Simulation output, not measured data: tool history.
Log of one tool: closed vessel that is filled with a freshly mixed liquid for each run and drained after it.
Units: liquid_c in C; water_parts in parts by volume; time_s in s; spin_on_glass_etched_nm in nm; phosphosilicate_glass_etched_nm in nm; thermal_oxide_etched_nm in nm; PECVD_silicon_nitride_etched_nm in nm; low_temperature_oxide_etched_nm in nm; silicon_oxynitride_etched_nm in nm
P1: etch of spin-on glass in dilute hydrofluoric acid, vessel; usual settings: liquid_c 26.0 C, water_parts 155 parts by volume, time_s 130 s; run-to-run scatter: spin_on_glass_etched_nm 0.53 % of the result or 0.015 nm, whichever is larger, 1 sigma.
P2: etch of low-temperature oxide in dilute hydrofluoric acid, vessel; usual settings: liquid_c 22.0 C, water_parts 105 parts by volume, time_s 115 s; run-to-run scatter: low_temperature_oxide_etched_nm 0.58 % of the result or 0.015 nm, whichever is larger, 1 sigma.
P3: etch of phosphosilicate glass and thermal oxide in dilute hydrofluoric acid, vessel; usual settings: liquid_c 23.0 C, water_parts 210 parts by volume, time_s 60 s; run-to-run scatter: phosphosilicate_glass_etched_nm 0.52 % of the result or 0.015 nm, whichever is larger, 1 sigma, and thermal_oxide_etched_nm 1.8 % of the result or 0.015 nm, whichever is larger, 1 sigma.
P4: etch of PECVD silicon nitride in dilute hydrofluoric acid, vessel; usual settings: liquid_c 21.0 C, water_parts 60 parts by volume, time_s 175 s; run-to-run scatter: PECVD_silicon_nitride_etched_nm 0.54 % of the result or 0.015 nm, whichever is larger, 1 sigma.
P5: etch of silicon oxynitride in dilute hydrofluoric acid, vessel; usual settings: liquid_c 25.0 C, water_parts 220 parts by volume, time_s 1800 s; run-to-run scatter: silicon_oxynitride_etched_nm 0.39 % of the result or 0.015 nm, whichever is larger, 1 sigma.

run,day,process,liquid_c,water_parts,time_s,spin_on_glass_etched_nm,phosphosilicate_glass_etched_nm,thermal_oxide_etched_nm,PECVD_silicon_nitride_etched_nm,low_temperature_oxide_etched_nm,silicon_oxynitride_etched_nm
1,0.396,P1,26.0,155,130,25.927,,,,,
2,0.792,P1,26.0,155,130,25.719,,,,,
3,1.229,P3,23.0,210,60,,26.679,1.12420,,,
4,1.667,P1,18.5,155,230,34.038,,,,,
5,1.992,P1,26.0,155,130,25.627,,,,,
6,2.308,P1,26.0,155,30,5.915,,,,,
7,2.717,P4,17.0,60,175,,,,9.9313,,
8,3.054,P2,22.0,105,35,,,,,4.0808,
9,3.421,P2,22.0,105,115,,,,,13.4980,
10,3.954,P1,26.0,225,130,16.319,,,,,
11,4.571,P1,31.5,155,130,31.358,,,,,
12,4.892,P2,22.0,35,115,,,,,43.9200,
13,5.479,P5,25.0,220,3455,,,,,,21.652
14,5.950,P1,26.0,155,130,25.946,,,,,
15,6.383,P1,26.0,45,130,102.200,,,,,
16,6.954,P1,26.0,155,245,48.495,,,,,
17,7.367,P2,17.0,105,115,,,,,11.0560,
18,7.954,P1,26.0,155,130,26.096,,,,,
19,8.238,P1,26.0,155,130,25.836,,,,,
20,8.754,P5,25.0,220,1800,,,,,,11.280
21,9.142,P3,29.5,210,60,,33.522,1.44670,,,
22,9.612,P4,21.0,60,30,,,,2.2982,,
23,9.946,P3,23.0,210,30,,13.265,0.57125,,,
24,10.362,P5,25.0,220,1800,,,,,,11.329
25,10.775,P4,21.0,60,175,,,,13.2190,,
26,11.242,P3,23.0,210,60,,26.692,1.16670,,,
27,11.562,P1,21.5,155,130,21.875,,,,,
28,11.908,P4,21.0,105,175,,,,7.6523,,
29,12.288,P5,25.0,50,1800,,,,,,56.946
30,12.804,P3,23.0,105,60,,60.041,2.52750,,,
31,13.308,P5,33.0,220,1800,,,,,,15.776
32,13.904,P1,32.0,155,210,51.507,,,,,
33,14.383,P1,26.0,155,130,25.680,,,,,
34,14.962,P1,26.0,155,130,25.435,,,,,
35,15.533,P1,26.0,155,130,25.035,,,,,
36,15.958,P1,26.0,155,130,24.668,,,,,
37,16.250,P1,26.0,155,130,24.637,,,,,
38,16.538,P1,26.0,155,130,24.478,,,,,
39,17.083,P1,26.0,155,130,24.437,,,,,
40,17.700,P1,26.0,155,130,24.155,,,,,
41,18.012,P1,26.0,155,130,24.251,,,,,
42,18.525,P1,26.0,155,130,24.349,,,,,
43,19.079,P1,26.0,155,130,24.091,,,,,
44,19.388,P1,26.0,155,130,24.379,,,,,

What P1 gives has crept away from where it was. These 2 causes fit the log equally well, each at the size given:
A: hydrofluoric acid flow below the setpoint (%) = 5.31
B: liquid colder than its thermometer reads (K) = 1.73
The creep began at about day 14.383.

4 check runs are offered, one wafer each, their results left as question marks. Which one tells the causes apart?
check 1,19.696,P3,23.0,110,30,,?,?,,,
check 2,19.696,P4,21.0,105,55,,,,?,,
check 3,19.696,P2,17.0,105,35,,,,,?,
check 4,19.696,P5,32.5,220,1800,,,,,,?

What each check would give under each cause:
check,result,if A,if B
check 1,phosphosilicate_glass_etched_nm,26.668,26.471
check 1,thermal_oxide_etched_nm,1.13170,1.12340
check 2,PECVD_silicon_nitride_etched_nm,2.2891,2.1472
check 3,low_temperature_oxide_etched_nm,3.1547,3.1149
check 4,silicon_oxynitride_etched_nm,14.479,14.418
How far apart the two closest causes lie, in the result that separates them most: check 1 0.74 %; check 2 6.4 %; check 3 1.27 %; check 4 0.42 %
Check 2 tells the causes apart: in the others they would give nearly the same result.

Check 2 was then run and gave: PECVD_silicon_nitride_etched_nm 2.1286 nm. Which cause is it?

It is B: liquid colder than its thermometer reads (K).
